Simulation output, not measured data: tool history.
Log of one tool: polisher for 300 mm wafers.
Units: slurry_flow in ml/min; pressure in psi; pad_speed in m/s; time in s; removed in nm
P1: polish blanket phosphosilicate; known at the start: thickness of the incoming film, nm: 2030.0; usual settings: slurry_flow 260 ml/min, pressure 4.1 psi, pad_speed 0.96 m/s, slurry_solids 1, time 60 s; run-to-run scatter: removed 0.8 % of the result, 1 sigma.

{"run": 1, "hour": 13.7, "slurry_flow": 260, "pressure": 4.1, "pad_speed": 0.96, "slurry_solids": 1, "time": 60, "removed": 769.52}
{"run": 2, "hour": 22.4, "slurry_flow": 260, "pressure": 4.1, "pad_speed": 0.5, "slurry_solids": 1, "time": 60, "removed": 462.7}
{"run": 3, "hour": 31.3, "slurry_flow": 260, "pressure": 2.4, "pad_speed": 0.96, "slurry_solids": 0.6, "time": 60, "removed": 340.74}
{"hour": 43.9, "done": "slurry nozzle cleaned"}
{"run": 4, "hour": 46.3, "slurry_flow": 260, "pressure": 4.1, "pad_speed": 0.96, "slurry_solids": 1, "time": 60, "removed": 776.42}
{"run": 5, "hour": 56.6, "slurry_flow": 410, "pressure": 4.1, "pad_speed": 0.96, "slurry_solids": 1, "time": 60, "removed": 801.89}
{"run": 6, "hour": 71.4, "slurry_flow": 260, "pressure": 4.1, "pad_speed": 0.96, "slurry_solids": 1, "time": 60, "removed": 770.26}
{"run": 7, "hour": 81.0, "slurry_flow": 260, "pressure": 4.1, "pad_speed": 0.96, "slurry_solids": 1, "time": 60, "removed": 776.64}
{"run": 8, "hour": 92.0, "slurry_flow": 260, "pressure": 4.1, "pad_speed": 0.96, "slurry_solids": 1, "time": 27, "removed": 340.86}
{"run": 9, "hour": 104.2, "slurry_flow": 260, "pressure": 4.1, "pad_speed": 0.96, "slurry_solids": 1, "time": 81, "removed": 1041.9}
{"run": 10, "hour": 120.7, "slurry_flow": 260, "pressure": 2, "pad_speed": 0.96, "slurry_solids": 1, "time": 60, "removed": 372.34}
{"run": 11, "hour": 133.5, "slurry_flow": 260, "pressure": 4.1, "pad_speed": 0.96, "slurry_solids": 0.5, "time": 60, "removed": 526.11}
{"run": 12, "hour": 147.8, "slurry_flow": 260, "pressure": 4.1, "pad_speed": 0.96, "slurry_solids": 1, "time": 60, "removed": 755.3}
{"run": 13, "hour": 161.0, "slurry_flow": 260, "pressure": 4.1, "pad_speed": 0.96, "slurry_solids": 1.25, "time": 60, "removed": 837.28}
{"run": 14, "hour": 175.5, "slurry_flow": 155, "pressure": 4.1, "pad_speed": 0.96, "slurry_solids": 1, "time": 60, "removed": 719.67}
{"run": 15, "hour": 189.2, "slurry_flow": 260, "pressure": 6.2, "pad_speed": 0.96, "slurry_solids": 1, "time": 60, "removed": 1162.4}
{"run": 16, "hour": 204.9, "slurry_flow": 260, "pressure": 4.1, "pad_speed": 1.52, "slurry_solids": 1, "time": 60, "removed": 1110.2}
{"run": 17, "hour": 216.3, "slurry_flow": 260, "pressure": 4.1, "pad_speed": 0.96, "slurry_solids": 1, "time": 60, "removed": 764.03}
{"run": 18, "hour": 232.0, "slurry_flow": 260, "pressure": 4.1, "pad_speed": 0.96, "slurry_solids": 1, "time": 60, "removed": 736.77}
{"run": 19, "hour": 242.2, "slurry_flow": 260, "pressure": 4.1, "pad_speed": 0.96, "slurry_solids": 1, "time": 60, "removed": 720.13}
{"hour": 244.0, "done": "conditioning disc replaced and pad reconditioned"}
{"run": 20, "hour": 253.5, "slurry_flow": 260, "pressure": 4.1, "pad_speed": 0.96, "slurry_solids": 1, "time": 60, "removed": 712}
{"run": 21, "hour": 263.7, "slurry_flow": 260, "pressure": 4.1, "pad_speed": 0.96, "slurry_solids": 1, "time": 60, "removed": 702.42}
{"hour": 264.3, "done": "slurry nozzle cleaned"}
{"hour": 269.7, "done": "head pressure recalibrated"}
{"run": 22, "hour": 281.0, "slurry_flow": 260, "pressure": 4.1, "pad_speed": 0.96, "slurry_solids": 1, "time": 60, "removed": 708.38}

Forecast run 23:
{"run": 23, "hour": 288.7, "slurry_flow": 260, "pressure": 4.1, "pad_speed": 0.96, "slurry_solids": 1, "time": 60, "removed": "?"}

{"run 23": {"removed": 708.44}}
